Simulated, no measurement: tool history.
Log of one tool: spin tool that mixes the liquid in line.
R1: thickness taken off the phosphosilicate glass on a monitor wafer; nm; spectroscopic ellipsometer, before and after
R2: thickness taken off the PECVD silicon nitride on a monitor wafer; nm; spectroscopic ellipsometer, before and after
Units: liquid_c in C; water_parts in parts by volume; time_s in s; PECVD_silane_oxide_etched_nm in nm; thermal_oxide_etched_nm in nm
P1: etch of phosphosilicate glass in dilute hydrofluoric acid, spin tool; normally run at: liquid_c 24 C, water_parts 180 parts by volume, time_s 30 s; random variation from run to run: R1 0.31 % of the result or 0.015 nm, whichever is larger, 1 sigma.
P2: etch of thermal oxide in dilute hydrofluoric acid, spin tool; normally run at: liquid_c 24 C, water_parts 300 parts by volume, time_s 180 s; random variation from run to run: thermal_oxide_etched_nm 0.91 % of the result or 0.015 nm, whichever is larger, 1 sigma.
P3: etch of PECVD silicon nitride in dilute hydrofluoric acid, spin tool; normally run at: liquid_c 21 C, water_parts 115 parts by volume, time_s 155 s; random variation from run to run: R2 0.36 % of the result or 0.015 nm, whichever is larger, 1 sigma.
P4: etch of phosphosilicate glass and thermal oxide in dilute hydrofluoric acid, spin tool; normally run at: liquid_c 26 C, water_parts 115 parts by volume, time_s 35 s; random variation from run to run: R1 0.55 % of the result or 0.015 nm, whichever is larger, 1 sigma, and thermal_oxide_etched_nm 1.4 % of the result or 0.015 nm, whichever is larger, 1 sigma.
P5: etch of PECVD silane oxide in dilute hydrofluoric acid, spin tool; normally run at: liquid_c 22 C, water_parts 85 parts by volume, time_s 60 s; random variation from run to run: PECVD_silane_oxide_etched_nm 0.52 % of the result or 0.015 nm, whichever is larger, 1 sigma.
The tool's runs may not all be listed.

{"run": 1, "hour": 6.4, "process": "P1", "liquid_c": 24, "water_parts": 180, "time_s": 30, "R1": 9.7052}
{"run": 2, "hour": 16.9, "process": "P3", "liquid_c": 21, "water_parts": 115, "time_s": 20, "R2": 0.80305}
{"run": 3, "hour": 26.9, "process": "P5", "liquid_c": 26.5, "water_parts": 85, "time_s": 60, "PECVD_silane_oxide_etched_nm": 24.412}
{"run": 4, "hour": 33.1, "process": "P5", "liquid_c": 22, "water_parts": 85, "time_s": 60, "PECVD_silane_oxide_etched_nm": 20.426}
{"run": 5, "hour": 43.2, "process": "P3", "liquid_c": 26, "water_parts": 115, "time_s": 155, "R2": 8.6786}
{"run": 6, "hour": 49.2, "process": "P1", "liquid_c": 30.5, "water_parts": 275, "time_s": 30, "R1": 7.1394}
{"run": 7, "hour": 54.6, "process": "P1", "liquid_c": 24, "water_parts": 180, "time_s": 30, "R1": 9.6681}
{"run": 8, "hour": 61.4, "process": "P1", "liquid_c": 24, "water_parts": 255, "time_s": 30, "R1": 6.317}
{"run": 9, "hour": 68.4, "process": "P1", "liquid_c": 24, "water_parts": 180, "time_s": 30, "R1": 9.68}
{"run": 10, "hour": 75.7, "process": "P4", "liquid_c": 33, "water_parts": 115, "time_s": 35, "R1": 36.934, "thermal_oxide_etched_nm": 2.0335}
{"run": 11, "hour": 82.4, "process": "P2", "liquid_c": 24, "water_parts": 300, "time_s": 180, "thermal_oxide_etched_nm": 2.299}
{"run": 12, "hour": 91.2, "process": "P1", "liquid_c": 31.5, "water_parts": 180, "time_s": 30, "R1": 12.694}
{"run": 13, "hour": 95.9, "process": "P1", "liquid_c": 24, "water_parts": 180, "time_s": 30, "R1": 9.6412}
{"hour": 99.0, "done": "hydrofluoric acid flow meter replaced"}
{"run": 14, "hour": 105.9, "process": "P3", "liquid_c": 21, "water_parts": 115, "time_s": 155, "R2": 6.305}
{"hour": 114.4, "done": "thermometer replaced"}
{"run": 15, "hour": 116.0, "process": "P1", "liquid_c": 24, "water_parts": 180, "time_s": 15, "R1": 4.8743}
{"run": 16, "hour": 123.8, "process": "P5", "liquid_c": 22, "water_parts": 145, "time_s": 60, "PECVD_silane_oxide_etched_nm": 11.151}
{"run": 17, "hour": 128.8, "process": "P2", "liquid_c": 17, "water_parts": 300, "time_s": 180, "thermal_oxide_etched_nm": 1.7822}
{"run": 18, "hour": 138.4, "process": "P5", "liquid_c": 22, "water_parts": 85, "time_s": 100, "PECVD_silane_oxide_etched_nm": 34.268}
{"run": 19, "hour": 143.9, "process": "P4", "liquid_c": 26, "water_parts": 115, "time_s": 35, "R1": 28.247, "thermal_oxide_etched_nm": 1.5856}
{"run": 20, "hour": 152.7, "process": "P3", "liquid_c": 21, "water_parts": 45, "time_s": 155, "R2": 15.584}
{"run": 21, "hour": 163.4, "process": "P1", "liquid_c": 24, "water_parts": 80, "time_s": 30, "R1": 24.37}
{"run": 22, "hour": 173.2, "process": "P2", "liquid_c": 24, "water_parts": 300, "time_s": 180, "thermal_oxide_etched_nm": 2.3271}
{"run": 23, "hour": 181.5, "process": "P4", "liquid_c": 26, "water_parts": 205, "time_s": 35, "R1": 14.255, "thermal_oxide_etched_nm": 0.78026}
{"run": 24, "hour": 189.1, "process": "P5", "liquid_c": 22, "water_parts": 85, "time_s": 60, "PECVD_silane_oxide_etched_nm": 20.554}
{"run": 25, "hour": 196.0, "process": "P4", "liquid_c": 26, "water_parts": 115, "time_s": 55, "R1": 44.832, "thermal_oxide_etched_nm": 2.4081}
{"run": 26, "hour": 201.2, "process": "P1", "liquid_c": 17, "water_parts": 180, "time_s": 30, "R1": 7.355}
{"run": 27, "hour": 208.5, "process": "P1", "liquid_c": 24, "water_parts": 180, "time_s": 60, "R1": 19.35}
{"run": 28, "hour": 214.8, "process": "P2", "liquid_c": 24, "water_parts": 490, "time_s": 180, "thermal_oxide_etched_nm": 1.1601}
{"run": 29, "hour": 222.2, "process": "P2", "liquid_c": 24, "water_parts": 300, "time_s": 95, "thermal_oxide_etched_nm": 1.1888}
{"run": 30, "hour": 230.5, "process": "P1", "liquid_c": 24, "water_parts": 180, "time_s": 30, "R1": 9.6486}
{"run": 31, "hour": 238.9, "process": "P3", "liquid_c": 21, "water_parts": 115, "time_s": 155, "R2": 6.2221}
{"run": 32, "hour": 246.0, "process": "P1", "liquid_c": 24, "water_parts": 180, "time_s": 30, "R1": 9.6741}
{"run": 33, "hour": 251.8, "process": "P1", "liquid_c": 24, "water_parts": 180, "time_s": 30, "R1": 9.5375}
{"run": 34, "hour": 260.9, "process": "P1", "liquid_c": 24, "water_parts": 180, "time_s": 30, "R1": 9.3032}
{"run": 35, "hour": 267.0, "process": "P1", "liquid_c": 24, "water_parts": 180, "time_s": 30, "R1": 9.1613}
{"run": 36, "hour": 277.5, "process": "P1", "liquid_c": 24, "water_parts": 180, "time_s": 30, "R1": 9.0455}
{"run": 37, "hour": 285.5, "process": "P1", "liquid_c": 24, "water_parts": 180, "time_s": 30, "R1": 9.0354}
{"run": 38, "hour": 292.1, "process": "P1", "liquid_c": 24, "water_parts": 180, "time_s": 30, "R1": 9.0217}
{"run": 39, "hour": 297.8, "process": "P1", "liquid_c": 24, "water_parts": 180, "time_s": 30, "R1": 9.0282}
{"run": 40, "hour": 304.6, "process": "P1", "liquid_c": 24, "water_parts": 180, "time_s": 30, "R1": 9.0083}

Run 41 comes next. What will it give?
{"run": 41, "hour": 309.7, "process": "P1", "liquid_c": 24, "water_parts": 180, "time_s": 30, "R1": "?"}

Run 41 gave R1 8.9769 nm.
